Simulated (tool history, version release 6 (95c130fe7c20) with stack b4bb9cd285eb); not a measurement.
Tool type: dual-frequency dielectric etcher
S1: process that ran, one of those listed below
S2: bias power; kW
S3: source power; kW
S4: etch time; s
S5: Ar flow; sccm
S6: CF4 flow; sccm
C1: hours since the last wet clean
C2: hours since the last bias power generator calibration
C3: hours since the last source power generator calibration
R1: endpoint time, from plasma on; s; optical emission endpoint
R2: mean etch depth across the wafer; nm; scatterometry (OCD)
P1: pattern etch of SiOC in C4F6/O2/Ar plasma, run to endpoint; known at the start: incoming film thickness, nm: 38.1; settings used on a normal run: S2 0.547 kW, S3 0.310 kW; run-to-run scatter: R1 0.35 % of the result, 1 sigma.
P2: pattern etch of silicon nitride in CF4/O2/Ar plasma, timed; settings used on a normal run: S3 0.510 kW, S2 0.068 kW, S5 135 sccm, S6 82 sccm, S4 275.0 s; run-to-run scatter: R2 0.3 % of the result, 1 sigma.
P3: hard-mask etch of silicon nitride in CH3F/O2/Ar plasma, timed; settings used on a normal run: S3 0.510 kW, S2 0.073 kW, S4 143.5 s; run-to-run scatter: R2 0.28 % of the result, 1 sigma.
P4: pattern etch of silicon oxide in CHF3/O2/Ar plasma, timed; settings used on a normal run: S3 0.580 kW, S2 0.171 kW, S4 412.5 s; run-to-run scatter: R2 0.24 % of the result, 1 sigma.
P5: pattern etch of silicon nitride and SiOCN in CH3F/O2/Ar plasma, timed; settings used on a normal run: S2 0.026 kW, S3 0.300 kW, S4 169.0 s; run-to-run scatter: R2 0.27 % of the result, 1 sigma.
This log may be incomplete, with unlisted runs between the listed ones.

run     day  S1     S2     S3     S4   S5  S6     C1     C2      C3      R1        R2
  1   0.375  P1  0.547  0.310                  188.5  669.5  1616.8  13.348
  2   0.725  P3  0.097  0.510  143.5           196.9  677.9  1625.2           121.840
  3   1.150  P3  0.073  0.510  143.5           207.1  688.1  1635.4           110.170
  4   1.421  P4  0.171  0.580  598.0           213.6  694.6  1641.9          1155.700
  5   1.921  P1  0.547  0.310                  225.6  706.6  1653.9  13.478
  6   2.292  P3  0.073  0.720  143.5           234.5  715.5  1662.8           125.980
  7   2.842  P2  0.083  0.510  275.0  135  82  247.7  728.7  1676.0           620.620
  8   3.375  P1  0.547  0.310                  260.5  741.5  1688.8  13.358
  9   3.746  P2  0.068  0.510  275.0  135  82  269.4  750.4  1697.7           572.320
 10   4.204  P1  0.547  0.310                  280.4  761.4  1708.7  13.409
 11   4.662  P5  0.026  0.230  169.0           291.4  772.4  1719.7            19.708
 12   5.229  P1  0.547  0.310                  305.0  786.0  1733.3  13.365
 13   5.771  P2  0.068  0.640  275.0  135  82  318.0  799.0  1746.3           691.900
 14   6.246  P1  0.547  0.230                  329.4  810.4  1757.7  14.937
 15   6.762  P2  0.068  0.510  275.0  109  82  341.8  822.8  1770.1           585.490
 16   7.083  P5  0.026  0.300  169.0           349.5  830.5  1777.8            21.627
 17   7.558  P4  0.171  0.380  412.5           360.9  841.9  1789.2           677.980
 18   8.088  P1  0.547  0.310                  373.6  854.6  1801.9  13.462
 19   8.446  P4  0.139  0.580  412.5           382.2  863.2  1810.5           739.600
 20   8.742  P4  0.171  0.580  412.5           389.3  870.3  1817.6           795.290
 21   9.250  P1  0.392  0.310                  401.5  882.5  1829.8  15.217
 22   9.800  P3  0.073  0.510  143.5           414.7  895.7  1843.0           110.540
 23  10.267  P4  0.171  0.580  412.5           425.9  906.9  1854.2           792.070

Estimate the outcome of run 24 from the log above:
 24  10.638  P5  0.026  0.300  229.0          434.8  915.8  1863.1       ?

{"run 24": {"R2": 29.257}}
